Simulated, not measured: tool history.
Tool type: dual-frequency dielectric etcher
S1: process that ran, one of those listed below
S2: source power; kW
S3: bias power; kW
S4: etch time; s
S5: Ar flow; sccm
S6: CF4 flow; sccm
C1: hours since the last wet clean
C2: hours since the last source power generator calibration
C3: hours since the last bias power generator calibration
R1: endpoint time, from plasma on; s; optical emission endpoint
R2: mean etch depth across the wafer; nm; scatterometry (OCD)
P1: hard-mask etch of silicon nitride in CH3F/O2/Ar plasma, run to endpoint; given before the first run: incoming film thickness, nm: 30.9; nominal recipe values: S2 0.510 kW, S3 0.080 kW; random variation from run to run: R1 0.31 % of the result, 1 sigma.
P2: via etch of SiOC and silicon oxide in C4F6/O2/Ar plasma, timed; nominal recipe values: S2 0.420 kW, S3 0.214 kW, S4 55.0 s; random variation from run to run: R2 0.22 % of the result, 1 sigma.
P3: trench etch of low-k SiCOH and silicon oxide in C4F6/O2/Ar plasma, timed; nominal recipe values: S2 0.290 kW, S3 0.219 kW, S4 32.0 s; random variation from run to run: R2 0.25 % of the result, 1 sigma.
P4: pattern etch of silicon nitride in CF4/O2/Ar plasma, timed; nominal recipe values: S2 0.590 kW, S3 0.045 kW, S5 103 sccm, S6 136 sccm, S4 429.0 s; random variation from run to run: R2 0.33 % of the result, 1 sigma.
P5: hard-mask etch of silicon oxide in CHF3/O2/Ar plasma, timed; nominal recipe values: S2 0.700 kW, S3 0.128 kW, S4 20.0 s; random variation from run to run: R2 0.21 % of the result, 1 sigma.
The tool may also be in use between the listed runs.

run    day  S1     S2     S3     S4   S5   S6     C1      C2     C3      R1        R2
  1  0.312  P1  0.510  0.080                   349.2  3054.9  563.7  39.974
  2  0.471  P2  0.420  0.214   55.0            353.0  3058.7  567.5            67.119
  3  0.679  P4  0.590  0.045  429.0  103  136  358.0  3063.7  572.5           994.450
  4  0.942  P1  0.630  0.080                   364.3  3070.0  578.8  36.771
  5  1.100  P3  0.370  0.219   32.0            368.1  3073.8  582.6           102.250
  6  1.325  P5  0.840  0.128   20.0            373.5  3079.2  588.0            40.293
  7  1.508  P4  0.590  0.045  581.5  103  136  377.9  3083.6  592.4          1350.400
  8  1.762  P4  0.590  0.058  429.0  103  136  384.0  3089.7  598.5          1095.300
  9  1.925  P1  0.510  0.080                   387.9  3093.6  602.4  40.028
 10  2.212  P3  0.290  0.278   32.0            394.8  3100.5  609.3           101.160
 11  2.554  P5  0.700  0.128   20.0            403.0  3108.7  617.5            37.581
 12  2.750  P5  0.700  0.128   20.0            407.7  3113.4  622.2            37.519
 13  2.971  P1  0.510  0.080                   413.0  3118.7  627.5  39.985
 14  3.312  P5  0.700  0.155   20.0            421.2  3126.9  635.7            39.829
 15  3.504  P1  0.670  0.064                   425.8  3131.5  640.3  38.352
 16  3.721  P2  0.420  0.214   68.5            431.0  3136.7  645.5            83.757
 17  4.046  P2  0.420  0.124   55.0            438.8  3144.5  653.3            56.618
 18  4.279  P1  0.510  0.102                   444.4  3150.1  658.9  36.453
 19  4.596  P1  0.380  0.080                   452.0  3157.7  666.5  44.547
 20  4.875  P1  0.510  0.080                   458.7  3164.4  673.2  39.654
 21  5.079  P3  0.290  0.219   23.5            463.6  3169.3  678.1            68.700
 22  5.262  P1  0.510  0.056                   468.0  3173.7  682.5  44.773
 23  5.521  P4  0.590  0.045  429.0  103  136  474.2  3179.9  688.7          1002.200
 24  5.800  P3  0.290  0.219   32.0            480.9  3186.6  695.4            92.553
 25  6.117  P1  0.390  0.060                   488.5  3194.2  703.0  48.761
 26  6.321  P1  0.330  0.059                   493.4  3199.1  707.9  52.094
 27  6.612  P4  0.370  0.045  429.0  103  136  500.4  3206.1  714.9           663.570
 28  6.946  P1  0.510  0.080                   508.4  3214.1  722.9  39.823
 29  7.138  P4  0.590  0.045  429.0   80  136  513.0  3218.7  727.5          1031.700
 30  7.321  P2  0.500  0.214   55.0            517.4  3223.1  731.9            71.700
 31  7.579  P2  0.420  0.214   55.0            523.6  3229.3  738.1            67.002
 32  7.858  P5  0.700  0.128   30.0            530.3  3236.0  744.8            56.133
 33  8.196  P4  0.590  0.045  429.0  103  108  538.4  3244.1  752.9           975.040
 34  8.362  P1  0.510  0.080                   542.4  3248.1  756.9  39.996

What will run 35 give?
 35  8.721  P1  0.510  0.080              551.0  3256.7  765.5   ?

For run 35 the tool returned R1 40.085 s.
